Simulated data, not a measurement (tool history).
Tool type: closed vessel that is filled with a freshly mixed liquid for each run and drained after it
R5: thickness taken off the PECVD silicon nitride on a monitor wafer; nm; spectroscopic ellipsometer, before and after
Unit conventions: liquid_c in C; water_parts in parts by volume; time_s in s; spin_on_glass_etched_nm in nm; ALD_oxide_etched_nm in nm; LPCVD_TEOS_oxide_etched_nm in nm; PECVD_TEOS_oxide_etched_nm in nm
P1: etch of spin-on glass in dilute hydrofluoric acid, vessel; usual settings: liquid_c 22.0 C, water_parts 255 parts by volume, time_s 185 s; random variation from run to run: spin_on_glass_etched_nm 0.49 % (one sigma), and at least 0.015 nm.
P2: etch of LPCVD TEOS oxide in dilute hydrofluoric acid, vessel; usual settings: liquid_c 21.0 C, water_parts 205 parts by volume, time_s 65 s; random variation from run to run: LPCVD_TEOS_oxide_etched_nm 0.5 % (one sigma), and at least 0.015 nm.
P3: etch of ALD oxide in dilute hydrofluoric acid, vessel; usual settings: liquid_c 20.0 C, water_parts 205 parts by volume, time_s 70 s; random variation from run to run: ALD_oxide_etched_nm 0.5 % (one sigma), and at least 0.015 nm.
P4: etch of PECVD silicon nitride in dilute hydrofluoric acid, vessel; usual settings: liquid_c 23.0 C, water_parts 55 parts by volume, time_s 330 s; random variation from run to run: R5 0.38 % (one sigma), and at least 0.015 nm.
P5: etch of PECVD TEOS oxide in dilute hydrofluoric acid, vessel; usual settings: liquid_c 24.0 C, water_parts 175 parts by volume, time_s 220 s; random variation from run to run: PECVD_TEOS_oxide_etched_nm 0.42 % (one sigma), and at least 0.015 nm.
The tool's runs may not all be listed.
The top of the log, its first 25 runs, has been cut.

{"run": 26, "hour": 228.3, "process": "P1", "liquid_c": 22.0, "water_parts": 255, "time_s": 185, "spin_on_glass_etched_nm": 20.895}
{"run": 27, "hour": 240.6, "process": "P1", "liquid_c": 22.0, "water_parts": 65, "time_s": 185, "spin_on_glass_etched_nm": 101.31}
{"run": 28, "hour": 252.0, "process": "P1", "liquid_c": 22.0, "water_parts": 465, "time_s": 185, "spin_on_glass_etched_nm": 9.5368}
{"run": 29, "hour": 259.7, "process": "P5", "liquid_c": 17.0, "water_parts": 175, "time_s": 220, "PECVD_TEOS_oxide_etched_nm": 16.7}
{"run": 30, "hour": 270.0, "process": "P1", "liquid_c": 17.0, "water_parts": 125, "time_s": 185, "spin_on_glass_etched_nm": 39.989}
{"run": 31, "hour": 282.6, "process": "P1", "liquid_c": 22.0, "water_parts": 255, "time_s": 185, "spin_on_glass_etched_nm": 21.226}
{"run": 32, "hour": 292.3, "process": "P1", "liquid_c": 22.0, "water_parts": 255, "time_s": 185, "spin_on_glass_etched_nm": 21.755}
{"run": 33, "hour": 298.5, "process": "P1", "liquid_c": 22.0, "water_parts": 255, "time_s": 185, "spin_on_glass_etched_nm": 22.155}
{"run": 34, "hour": 304.4, "process": "P1", "liquid_c": 22.0, "water_parts": 255, "time_s": 185, "spin_on_glass_etched_nm": 22.16}
{"run": 35, "hour": 312.8, "process": "P1", "liquid_c": 22.0, "water_parts": 255, "time_s": 185, "spin_on_glass_etched_nm": 22.369}
{"run": 36, "hour": 321.5, "process": "P1", "liquid_c": 22.0, "water_parts": 255, "time_s": 185, "spin_on_glass_etched_nm": 22.445}
{"run": 37, "hour": 330.4, "process": "P1", "liquid_c": 22.0, "water_parts": 255, "time_s": 185, "spin_on_glass_etched_nm": 22.563}

Expected results for the next run?
{"run": 38, "hour": 339.1, "process": "P1", "liquid_c": 22.0, "water_parts": 255, "time_s": 185, "spin_on_glass_etched_nm": "?"}

Logged for run 38: spin_on_glass_etched_nm 22.6520 nm.
